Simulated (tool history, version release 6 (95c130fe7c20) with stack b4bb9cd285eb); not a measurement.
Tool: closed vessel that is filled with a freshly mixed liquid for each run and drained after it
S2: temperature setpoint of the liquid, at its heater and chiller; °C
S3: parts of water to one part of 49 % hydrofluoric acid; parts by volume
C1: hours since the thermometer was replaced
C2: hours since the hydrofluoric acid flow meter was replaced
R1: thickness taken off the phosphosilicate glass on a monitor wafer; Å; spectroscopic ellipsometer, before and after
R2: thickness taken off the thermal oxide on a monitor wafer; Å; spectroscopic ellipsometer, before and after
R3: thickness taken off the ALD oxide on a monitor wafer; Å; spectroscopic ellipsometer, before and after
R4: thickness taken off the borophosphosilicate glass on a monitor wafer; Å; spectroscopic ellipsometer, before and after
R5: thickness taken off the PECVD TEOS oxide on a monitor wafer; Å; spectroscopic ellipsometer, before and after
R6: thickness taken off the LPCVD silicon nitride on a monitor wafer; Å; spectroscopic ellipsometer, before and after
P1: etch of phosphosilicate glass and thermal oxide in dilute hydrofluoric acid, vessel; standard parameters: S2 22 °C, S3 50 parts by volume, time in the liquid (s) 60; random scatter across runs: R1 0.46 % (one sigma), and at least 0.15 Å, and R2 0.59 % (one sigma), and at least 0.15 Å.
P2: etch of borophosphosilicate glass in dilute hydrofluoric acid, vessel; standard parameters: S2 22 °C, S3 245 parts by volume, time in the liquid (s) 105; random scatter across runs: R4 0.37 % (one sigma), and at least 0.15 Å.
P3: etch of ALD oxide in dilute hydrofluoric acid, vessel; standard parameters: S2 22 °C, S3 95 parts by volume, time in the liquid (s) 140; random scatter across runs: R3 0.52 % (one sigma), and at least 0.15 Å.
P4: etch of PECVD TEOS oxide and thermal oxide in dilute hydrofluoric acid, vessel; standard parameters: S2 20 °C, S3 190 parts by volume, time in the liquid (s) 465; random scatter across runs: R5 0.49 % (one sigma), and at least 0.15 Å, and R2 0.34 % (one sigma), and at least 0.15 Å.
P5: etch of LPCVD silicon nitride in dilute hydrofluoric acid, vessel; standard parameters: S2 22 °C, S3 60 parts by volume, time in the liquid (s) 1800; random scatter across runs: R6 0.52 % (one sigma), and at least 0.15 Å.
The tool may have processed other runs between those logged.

Run 1, hour 4.6: process that ran P1, S2 22 °C, S3 50 parts by volume, time in the liquid (s) 60; C1 1818.2; C2 1258.6. Result: R1 1147.60 Å, R2 53.721 Å.
Run 2, hour 9.6: process that ran P1, S2 17 °C, S3 50 parts by volume, time in the liquid (s) 90; C1 1823.2; C2 1263.6. Result: R1 1379.50 Å, R2 64.564 Å.
Run 3, hour 15.6: process that ran P3, S2 22 °C, S3 95 parts by volume, time in the liquid (s) 140; C1 1829.2; C2 1269.6. Result: R3 272.96 Å.
Run 4, hour 24.8: process that ran P3, S2 22 °C, S3 95 parts by volume, time in the liquid (s) 140; C1 1838.4; C2 1278.8. Result: R3 272.02 Å.
Run 5, hour 32.8: process that ran P1, S2 22 °C, S3 50 parts by volume, time in the liquid (s) 115; C1 1846.4; C2 1286.8. Result: R1 2188.30 Å, R2 101.880 Å.
Run 6, hour 39.2: process that ran P2, S2 17 °C, S3 245 parts by volume, time in the liquid (s) 105; C1 1852.8; C2 1293.2. Result: R4 146.980 Å.
At hour 46.6: hydrofluoric acid flow meter replaced.
Run 7, hour 49.5: process that ran P1, S2 22 °C, S3 50 parts by volume, time in the liquid (s) 60; C1 1863.1; C2 2.9. Result: R1 1135.10 Å, R2 53.665 Å.
Run 8, hour 54.3: process that ran P4, S2 20 °C, S3 190 parts by volume, time in the liquid (s) 465; C1 1867.9; C2 7.7. Result: R2 88.198 Å, R5 200.71 Å.
Run 9, hour 60.6: process that ran P1, S2 22 °C, S3 50 parts by volume, time in the liquid (s) 30; C1 1874.2; C2 14.0. Result: R1 565.24 Å, R2 27.021 Å.
At hour 66.7: thermometer replaced.
Run 10, hour 69.6: process that ran P5, S2 22 °C, S3 60 parts by volume, time in the liquid (s) 1800; C1 3.0; C2 23.0. Result: R6 106.14 Å.
Run 11, hour 77.9: process that ran P1, S2 28 °C, S3 50 parts by volume, time in the liquid (s) 60; C1 11.3; C2 31.3. Result: R1 1461.90 Å, R2 68.506 Å.
Run 12, hour 84.1: process that ran P3, S2 22 °C, S3 55 parts by volume, time in the liquid (s) 140; C1 17.5; C2 37.5. Result: R3 500.73 Å.
Run 13, hour 89.9: process that ran P1, S2 26 °C, S3 50 parts by volume, time in the liquid (s) 105; C1 23.3; C2 43.3. Result: R1 2341.40 Å, R2 111.480 Å.
Run 14, hour 99.7: process that ran P2, S2 22 °C, S3 65 parts by volume, time in the liquid (s) 105; C1 33.1; C2 53.1. Result: R4 813.710 Å.
Run 15, hour 108.2: process that ran P3, S2 17 °C, S3 95 parts by volume, time in the liquid (s) 140; C1 41.6; C2 61.6. Result: R3 223.11 Å.
Run 16, hour 118.5: process that ran P4, S2 20 °C, S3 190 parts by volume, time in the liquid (s) 775; C1 51.9; C2 71.9. Result: R2 148.250 Å, R5 336.53 Å.
Run 17, hour 127.5: process that ran P1, S2 17 °C, S3 50 parts by volume, time in the liquid (s) 60; C1 60.9; C2 80.9. Result: R1 919.98 Å, R2 43.381 Å.
Run 18, hour 132.5: process that ran P1, S2 22 °C, S3 80 parts by volume, time in the liquid (s) 60; C1 65.9; C2 85.9. Result: R1 680.48 Å, R2 32.461 Å.
Run 19, hour 142.2: process that ran P2, S2 22 °C, S3 245 parts by volume, time in the liquid (s) 105; C1 75.6; C2 95.6. Result: R4 175.580 Å.
Run 20, hour 147.4: process that ran P5, S2 22 °C, S3 20 parts by volume, time in the liquid (s) 1800; C1 80.8; C2 100.8. Result: R6 307.14 Å.
Run 21, hour 156.9: process that ran P2, S2 22 °C, S3 245 parts by volume, time in the liquid (s) 30; C1 90.3; C2 110.3. Result: R4 49.952 Å.
Run 22, hour 164.3: process that ran P4, S2 17 °C, S3 190 parts by volume, time in the liquid (s) 465; C1 97.7; C2 117.7. Result: R2 78.690 Å, R5 178.78 Å.
Run 23, hour 173.1: process that ran P5, S2 22 °C, S3 60 parts by volume, time in the liquid (s) 2935; C1 106.5; C2 126.5. Result: R6 172.25 Å.
Run 24, hour 177.9: process that ran P3, S2 22 °C, S3 95 parts by volume, time in the liquid (s) 265; C1 111.3; C2 131.3. Result: R3 520.12 Å.
Run 25, hour 185.5: process that ran P1, S2 22 °C, S3 50 parts by volume, time in the liquid (s) 60; C1 118.9; C2 138.9. Result: R1 1130.00 Å, R2 53.519 Å.
Run 26, hour 195.5: process that ran P1, S2 22 °C, S3 50 parts by volume, time in the liquid (s) 60; C1 128.9; C2 148.9. Result: R1 1141.30 Å, R2 53.480 Å.
Run 27, hour 201.4: process that ran P5, S2 29 °C, S3 60 parts by volume, time in the liquid (s) 1800; C1 134.8; C2 154.8. Result: R6 169.52 Å.
Run 28, hour 209.7: process that ran P1, S2 22 °C, S3 50 parts by volume, time in the liquid (s) 60; C1 143.1; C2 163.1. Result: R1 1143.00 Å, R2 53.436 Å.
Run 29, hour 218.5: process that ran P1, S2 22 °C, S3 20 parts by volume, time in the liquid (s) 60; C1 151.9; C2 171.9. Result: R1 2963.20 Å, R2 140.230 Å.
Run 30, hour 227.3: process that ran P4, S2 20 °C, S3 40 parts by volume, time in the liquid (s) 465; C1 160.7; C2 180.7. Result: R2 498.560 Å, R5 1131.80 Å.
Run 31, hour 234.0: process that ran P1, S2 22 °C, S3 50 parts by volume, time in the liquid (s) 60; C1 167.4; C2 187.4. Result: R1 1135.90 Å, R2 53.690 Å.
Run 32, hour 240.7: process that ran P1, S2 22 °C, S3 50 parts by volume, time in the liquid (s) 60; C1 174.1; C2 194.1. Result: R1 1123.50 Å, R2 52.210 Å.
Run 33, hour 247.2: process that ran P1, S2 22 °C, S3 50 parts by volume, time in the liquid (s) 60; C1 180.6; C2 200.6. Result: R1 1093.40 Å, R2 51.235 Å.
Run 34, hour 254.6: process that ran P1, S2 22 °C, S3 50 parts by volume, time in the liquid (s) 60; C1 188.0; C2 208.0. Result: R1 1084.10 Å, R2 51.205 Å.
Run 35, hour 261.4: process that ran P1, S2 22 °C, S3 50 parts by volume, time in the liquid (s) 60; C1 194.8; C2 214.8. Result: R1 1072.30 Å, R2 50.721 Å.
Run 36, hour 267.8: process that ran P1, S2 22 °C, S3 50 parts by volume, time in the liquid (s) 60; C1 201.2; C2 221.2. Result: R1 1073.90 Å, R2 50.472 Å.
Run 37, hour 278.1: process that ran P1, S2 22 °C, S3 50 parts by volume, time in the liquid (s) 60; C1 211.5; C2 231.5. Result: R1 1068.20 Å, R2 49.866 Å.
Run 38, hour 284.1: process that ran P1, S2 22 °C, S3 50 parts by volume, time in the liquid (s) 60; C1 217.5; C2 237.5. Result: R1 1061.20 Å, R2 50.126 Å.
Run 39, hour 294.3: process that ran P1, S2 22 °C, S3 50 parts by volume, time in the liquid (s) 60; C1 227.7; C2 247.7. Result: R1 1063.30 Å, R2 49.743 Å.
Run 40, hour 302.7: process that ran P1, S2 22 °C, S3 50 parts by volume, time in the liquid (s) 60; C1 236.1; C2 256.1. Result: R1 1063.80 Å, R2 50.080 Å.
Run 41, hour 311.7: process that ran P1, S2 22 °C, S3 50 parts by volume, time in the liquid (s) 60; C1 245.1; C2 265.1. Result: R1 1054.60 Å, R2 49.540 Å.

P1 no longer gives what it gave before; its output has crept away from where it was. The following 2 causes, each at its listed size, fit the log equally well:
A: liquid colder than its thermometer reads (K) = 1.79
B: hydrofluoric acid flow below the setpoint (%) = 6.81
Creep in the process output first set in at about hour 234.0.

Which of the 4 check runs listed below separates the causes, so that each cause would produce a clearly different result? Each run uses one wafer, and its results are marked with question marks.
Run check 1, hour 320.7: process that ran P3, S2 19.0 °C, S3 95 parts by volume, time in the liquid (s) 140. Result: R3 ?.
Run check 2, hour 320.7: process that ran P4, S2 17.0 °C, S3 40 parts by volume, time in the liquid (s) 465. Result: R2 ?, R5 ?.
Run check 3, hour 320.7: process that ran P2, S2 22.0 °C, S3 95 parts by volume, time in the liquid (s) 30. Result: R4 ?.
Run check 4, hour 320.7: process that ran P5, S2 28.5 °C, S3 20 parts by volume, time in the liquid (s) 1800. Result: R6 ?.

If the cause were each of the candidates in turn, the checks would give the following:
  check  result     if A     if B
check 1      R3   225.17   224.48
check 2      R2  402.260  404.340
check 2      R5   914.98   919.71
check 3      R4  141.630  140.840
check 4      R6   423.90   446.60
Gap, in per cent, between the two causes that each check separates least, read from the result that separates them most: check 1 0.31 %; check 2 0.52 %; check 3 0.56 %; check 4 5.22 %
Of the check runs offered, only check 4 discriminates between the causes; the rest would read about the same regardless of which cause applies.

The results of check 4 are: R6 445.06 Å. Based on these, which of the listed causes is it?

B is the cause: hydrofluoric acid flow below the setpoint (%).
